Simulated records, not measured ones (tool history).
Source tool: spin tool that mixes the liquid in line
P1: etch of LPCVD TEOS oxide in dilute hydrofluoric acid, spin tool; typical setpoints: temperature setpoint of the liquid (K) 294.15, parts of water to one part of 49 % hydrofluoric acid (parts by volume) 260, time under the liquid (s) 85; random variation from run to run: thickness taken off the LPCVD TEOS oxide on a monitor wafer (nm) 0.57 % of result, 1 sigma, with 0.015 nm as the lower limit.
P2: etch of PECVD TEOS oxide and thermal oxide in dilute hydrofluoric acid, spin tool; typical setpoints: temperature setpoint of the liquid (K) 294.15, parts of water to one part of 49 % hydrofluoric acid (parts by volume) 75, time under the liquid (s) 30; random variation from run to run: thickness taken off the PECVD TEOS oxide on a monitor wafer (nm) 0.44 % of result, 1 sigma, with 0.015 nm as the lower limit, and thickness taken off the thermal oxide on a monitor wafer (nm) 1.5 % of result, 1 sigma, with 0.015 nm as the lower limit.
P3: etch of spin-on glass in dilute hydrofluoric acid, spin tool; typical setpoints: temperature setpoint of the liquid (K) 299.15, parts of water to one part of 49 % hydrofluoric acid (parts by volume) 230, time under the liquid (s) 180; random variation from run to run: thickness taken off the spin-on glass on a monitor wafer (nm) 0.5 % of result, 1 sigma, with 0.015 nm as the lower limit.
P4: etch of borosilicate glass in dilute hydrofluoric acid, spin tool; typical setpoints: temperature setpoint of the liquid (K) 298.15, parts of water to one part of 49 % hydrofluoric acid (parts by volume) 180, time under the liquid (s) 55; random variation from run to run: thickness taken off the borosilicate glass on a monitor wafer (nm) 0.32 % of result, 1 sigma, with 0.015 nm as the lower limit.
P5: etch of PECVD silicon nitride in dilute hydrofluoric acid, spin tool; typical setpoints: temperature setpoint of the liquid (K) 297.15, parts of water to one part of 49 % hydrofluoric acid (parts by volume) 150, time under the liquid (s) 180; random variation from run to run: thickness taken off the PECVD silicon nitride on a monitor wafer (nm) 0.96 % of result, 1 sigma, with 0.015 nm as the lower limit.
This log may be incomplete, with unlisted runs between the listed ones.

run     day  process that ran  temperature setpoint of the liquid (K)  parts of water to one part of 49 % hydrofluoric acid (parts by volume)  time under the liquid (s)  thickness taken off the LPCVD TEOS oxide on a monitor wafer (nm)  thickness taken off the spin-on glass on a monitor wafer (nm)  thickness taken off the PECVD TEOS oxide on a monitor wafer (nm)  thickness taken off the thermal oxide on a monitor wafer (nm)  thickness taken off the PECVD silicon nitride on a monitor wafer (nm)  thickness taken off the borosilicate glass on a monitor wafer (nm)
  1   0.342                P1                                  294.15                                                                     260                         85                                                            4.9627
  2   0.721                P3                                  299.15                                                                     230                        180                                                                                                                           23.365
  3   0.962                P2                                  294.15                                                                      75                         30                                                                                                                                                                                             9.3384                                                         1.7331
  4   1.371                P1                                  290.15                                                                     375                         85                                                            2.7336
  5   1.788                P1                                  294.15                                                                     260                         85                                                            4.9653
  6   1.996                P3                                  299.15                                                                     230                         40                                                                                                                           5.2081
  7   2.371                P1                                  294.15                                                                      95                        130                                                            24.633
  8   2.825                P2                                  302.15                                                                      75                         30                                                                                                                                                                                              12.85                                                         2.4207
  9   3.075                P1                                  294.15                                                                      90                         85                                                            16.966
 10   3.475                P5                                  297.15                                                                     150                        180                                                                                                                                                                                                                                                                                                                                   2.4218
 11   3.762                P4                                  292.15                                                                     180                         55                                                                                                                                                                                                                                                                                                                                                                                                       10.657
 12   4.167                P3                                  299.15                                                                      85                        180                                                                                                                           75.056
 13   4.588                P4                                  298.15                                                                     180                         55                                                                                                                                                                                                                                                                                                                                                                                                        13.48
 14   4.862                P1                                  299.15                                                                     260                         85                                                            5.8875
 15   5.092                P1                                  290.15                                                                     260                         85                                                            4.2719
 16   5.321                P1                                  294.15                                                                     145                         15                                                            1.7823
 17   5.775                P5                                  297.15                                                                     150                        265                                                                                                                                                                                                                                                                                                                                   3.5239
 18   6.146                P1                                  294.15                                                                     365                         85                                                            3.2522
 19   6.458                P5                                  297.15                                                                     240                        180                                                                                                                                                                                                                                                                                                                                   1.4991
 20     6.7                P2                                  294.15                                                                      75                         50                                                                                                                                                                                              15.53                                                         2.8725
 21    7.05                P5                                  301.15                                                                     150                        180                                                                                                                                                                                                                                                                                                                                   3.0401
 22   7.388                P4                                  298.15                                                                     180                         55                                                                                                                                                                                                                                                                                                                                                                                                       13.385
 23   7.808                P3                                  299.15                                                                     230                        180                                                                                                                           23.154
 24   8.079                P1                                  294.15                                                                     260                         85                                                            4.9886
 25     8.4                P1                                  294.15                                                                     260                        150                                                            8.8277
 26   8.771                P2                                  294.15                                                                     135                         30                                                                                                                                                                                             4.7999                                                        0.89172
 27   9.158                P3                                  305.65                                                                     230                        180                                                                                                                            29.17
 28   9.367                P1                                  294.15                                                                     260                         85                                                            4.9405
 29   9.638                P4                                  298.15                                                                     180                         15                                                                                                                                                                                                                                                                                                                                                                                                       3.6331
 30   9.958                P1                                  294.15                                                                     260                         40                                                            2.3506
 31  10.221                P4                                  298.15                                                                     320                         55                                                                                                                                                                                                                                                                                                                                                                                                       6.5172
 32   10.45                P1                                  294.15                                                                     260                         85                                                            5.0212
 33  10.858                P1                                  294.15                                                                     260                         85                                                            4.8241
 34  11.288                P1                                  294.15                                                                     260                         85                                                            4.7585
 35  11.533                P1                                  294.15                                                                     260                         85                                                            4.7259
 36  11.862                P1                                  294.15                                                                     260                         85                                                            4.6522
 37  12.275                P1                                  294.15                                                                     260                         85                                                            4.6591
 38  12.658                P1                                  294.15                                                                     260                         85                                                            4.6583
 39  12.971                P1                                  294.15                                                                     260                         85                                                             4.648

Compared with where it was, what P1 gives has crept away. Each cause listed below fits the log as well as the rest, at the size given for it:
A: hydrofluoric acid flow below the setpoint (%) = 5.01
B: liquid colder than its thermometer reads (K) = 1.73
The gradual shift began around day 10.45.

Each of the check runs listed below is run on 3 wafers and reports their average, with the results left as question marks. Pick the one under which the possible causes would lead to clearly different results.
check 1  13.283                P4                                  298.15                                                                     180                         15                                                                                                                                                                                                                                                                                                                                                                                                            ?
check 2  13.283                P3                                  302.65                                                                     230                        180                                                                                                                                ?
check 3  13.283                P5                                  297.15                                                                     240                        180                                                                                                                                                                                                                                                                                                                                        ?
check 4  13.283                P2                                  302.15                                                                     105                         30                                                                                                                                                                                                  ?                                                              ?

Outcome of each check run for each possible cause:
  check                                                                 result    if A    if B
check 1     thickness taken off the borosilicate glass on a monitor wafer (nm)  3.4398  3.4306
check 2          thickness taken off the spin-on glass on a monitor wafer (nm)  24.673  24.824
check 3  thickness taken off the PECVD silicon nitride on a monitor wafer (nm)  1.4253  1.3453
check 4       thickness taken off the PECVD TEOS oxide on a monitor wafer (nm)  8.2503  8.1948
check 4          thickness taken off the thermal oxide on a monitor wafer (nm)  1.5403  1.5299
Per check, the gap between the least separated pair of causes, taken in the result that splits them most: check 1 0.27 %; check 2 0.61 %; check 3 5.78 %; check 4 0.67 %
Only check 3 tells the causes apart: in the others they would give nearly the same result.

After running check 3, the following was obtained: thickness taken off the PECVD silicon nitride on a monitor wafer (nm) 1.3277. Which cause does this point to?

The correct cause is B, namely: liquid colder than its thermometer reads (K).
